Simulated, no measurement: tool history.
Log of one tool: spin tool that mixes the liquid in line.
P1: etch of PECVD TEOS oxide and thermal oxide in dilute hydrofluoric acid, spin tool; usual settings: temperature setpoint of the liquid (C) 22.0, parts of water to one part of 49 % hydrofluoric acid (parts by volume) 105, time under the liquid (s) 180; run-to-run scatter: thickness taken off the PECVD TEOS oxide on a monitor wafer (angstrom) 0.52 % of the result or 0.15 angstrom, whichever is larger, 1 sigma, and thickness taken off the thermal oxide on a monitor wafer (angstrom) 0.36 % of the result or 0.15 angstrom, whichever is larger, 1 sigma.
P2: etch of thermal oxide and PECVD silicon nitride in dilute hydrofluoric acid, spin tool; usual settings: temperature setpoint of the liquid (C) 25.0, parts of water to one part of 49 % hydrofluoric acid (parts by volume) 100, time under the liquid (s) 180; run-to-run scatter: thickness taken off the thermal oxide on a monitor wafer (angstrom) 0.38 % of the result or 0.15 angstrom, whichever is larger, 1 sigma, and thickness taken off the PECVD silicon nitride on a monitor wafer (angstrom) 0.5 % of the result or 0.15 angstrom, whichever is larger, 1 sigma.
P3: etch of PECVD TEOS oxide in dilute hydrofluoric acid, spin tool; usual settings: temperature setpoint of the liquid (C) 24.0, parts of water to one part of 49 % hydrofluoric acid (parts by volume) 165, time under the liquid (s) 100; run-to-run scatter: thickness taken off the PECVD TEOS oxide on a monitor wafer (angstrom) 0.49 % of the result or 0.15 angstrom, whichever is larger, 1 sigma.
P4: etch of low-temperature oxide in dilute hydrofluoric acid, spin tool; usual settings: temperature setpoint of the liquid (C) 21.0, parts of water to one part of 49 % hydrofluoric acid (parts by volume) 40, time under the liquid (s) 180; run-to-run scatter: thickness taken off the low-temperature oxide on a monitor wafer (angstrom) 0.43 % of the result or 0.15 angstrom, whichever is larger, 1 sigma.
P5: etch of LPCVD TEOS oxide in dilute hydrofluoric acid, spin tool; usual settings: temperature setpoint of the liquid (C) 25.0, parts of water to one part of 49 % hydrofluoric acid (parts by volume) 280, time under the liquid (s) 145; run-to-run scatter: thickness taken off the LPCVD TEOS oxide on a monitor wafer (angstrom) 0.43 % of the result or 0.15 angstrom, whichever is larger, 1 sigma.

run,day,process that ran,temperature setpoint of the liquid (C),parts of water to one part of 49 % hydrofluoric acid (parts by volume),time under the liquid (s),hours since the thermometer was replaced,hours since the hydrofluoric acid flow meter was replaced,thickness taken off the PECVD TEOS oxide on a monitor wafer (angstrom),thickness taken off the thermal oxide on a monitor wafer (angstrom),thickness taken off the LPCVD TEOS oxide on a monitor wafer (angstrom),thickness taken off the low-temperature oxide on a monitor wafer (angstrom),thickness taken off the PECVD silicon nitride on a monitor wafer (angstrom)
1,0.171,P1,22.0,105,180,507.4,513.6,132.9200,77.464,,,
2,0.329,P1,22.0,105,180,511.2,517.4,132.2000,77.889,,,
3,0.412,P1,18.0,105,180,513.2,519.4,112.2100,65.978,,,
4,0.496,P5,25.0,280,55,515.2,521.4,,,36.394,,
5,0.617,P4,21.0,60,180,518.1,524.3,,,,341.51,
6,0.762,P4,21.0,40,180,521.6,527.8,,,,525.22,
7,0.912,P5,33.0,280,145,525.2,531.4,,,124.550,,
8,1.067,P1,22.0,155,180,528.9,535.1,84.5620,49.294,,,
9,1.188,P1,29.5,30,180,531.8,538.0,689.4700,404.170,,,
10,1.333,P1,26.0,105,180,535.3,541.5,154.0500,90.569,,,
11,1.479,P3,17.0,165,100,538.8,545.0,39.2590,,,,
12,1.638,P4,17.5,40,180,542.6,548.8,,,,450.14,
13,1.783,P2,25.0,20,180,546.1,552.3,,480.720,,,342.390
14,1.871,P1,22.0,105,180,548.2,554.4,132.7200,77.552,,,
15,2.038,P3,24.0,165,100,552.2,558.4,52.0190,,,,
16,2.154,P1,17.0,170,180,555.0,561.2,62.1260,36.720,,,
17,2.304,P5,25.0,75,145,558.6,564.8,,,456.320,,
18,2.450,P3,24.0,165,100,562.1,568.3,51.6210,,,,
19,2.583,P5,25.0,280,145,565.3,571.5,,,96.243,,
20,2.671,P1,22.0,105,50,567.4,573.6,36.4290,21.428,,,
21,2.762,P1,22.0,105,180,569.6,575.8,133.3900,76.931,,,
22,2.896,P2,25.0,100,180,572.8,579.0,,86.519,,,71.213
23,3.079,P2,25.0,100,95,577.2,583.4,,45.787,,,37.379
24,3.225,P1,22.0,105,180,580.7,586.9,132.3700,77.501,,,
25,3.329,P3,24.0,165,15,583.2,589.4,7.6775,,,,
26,3.429,P1,22.0,105,330,585.6,591.8,243.2400,142.560,,,
27,3.512,P2,31.5,100,180,587.6,593.8,,110.610,,,106.580
28,3.675,P1,22.0,55,180,591.5,597.7,267.0000,156.950,,,
29,3.821,P1,22.0,105,180,595.0,601.2,130.8300,77.286,,,
# day 3.946: hydrofluoric acid flow meter replaced
30,3.946,P4,21.0,40,75,598.0,0.0,,,,218.81,
31,4.058,P2,25.0,100,180,600.7,2.7,,87.253,,,70.390
32,4.246,P3,24.0,225,100,605.2,7.2,35.4840,,,,
33,4.425,P1,22.0,105,180,609.5,11.5,131.0900,77.305,,,
34,4.542,P1,22.0,105,180,612.3,14.3,135.7300,80.182,,,
35,4.700,P1,22.0,105,180,616.1,18.1,140.3000,81.887,,,
36,4.788,P1,22.0,105,180,618.2,20.2,139.9500,82.906,,,
37,4.933,P1,22.0,105,180,621.7,23.7,140.5200,82.679,,,
38,5.029,P1,22.0,105,180,624.0,26.0,141.9200,83.165,,,
39,5.171,P1,22.0,105,180,627.4,29.4,141.7000,83.470,,,
40,5.350,P1,22.0,105,180,631.7,33.7,143.2200,82.824,,,

What P1 gives has crept away from where it was. These 2 causes fit the log equally well, each at the size given:
A: liquid hotter than its thermometer reads (K) = 1.91
B: hydrofluoric acid flow above the setpoint (%) = 7.03
The creep began at about day 4.425.

4 check runs are offered, one wafer each, their results left as question marks. Which one tells the causes apart?
check 1,5.529,P2,29.5,100,180,,,,?,,,?
check 2,5.529,P5,31.0,95,145,,,,,?,,
check 3,5.529,P4,21.0,40,95,,,,,,?,
check 4,5.529,P3,19.5,165,35,,,?,,,,

What each check would give under each cause:
check,result,if A,if B
check 1,thickness taken off the thermal oxide on a monitor wafer (angstrom),110.480,111.130
check 1,thickness taken off the PECVD silicon nitride on a monitor wafer (angstrom),106.640,101.310
check 2,thickness taken off the LPCVD TEOS oxide on a monitor wafer (angstrom),470.080,473.120
check 3,thickness taken off the low-temperature oxide on a monitor wafer (angstrom),300.46,297.70
check 4,thickness taken off the PECVD TEOS oxide on a monitor wafer (angstrom),16.4410,16.5070
How far apart the two closest causes lie, in the result that separates them most: check 1 5.12 %; check 2 0.64 %; check 3 0.92 %; check 4 0.4 %
Only check 1 tells the causes apart: in the others they would give nearly the same result.

Check 1 was then run and gave: thickness taken off the thermal oxide on a monitor wafer (angstrom) 110.430; thickness taken off the PECVD silicon nitride on a monitor wafer (angstrom) 105.500. Which cause is it?

It is A: liquid hotter than its thermometer reads (K).
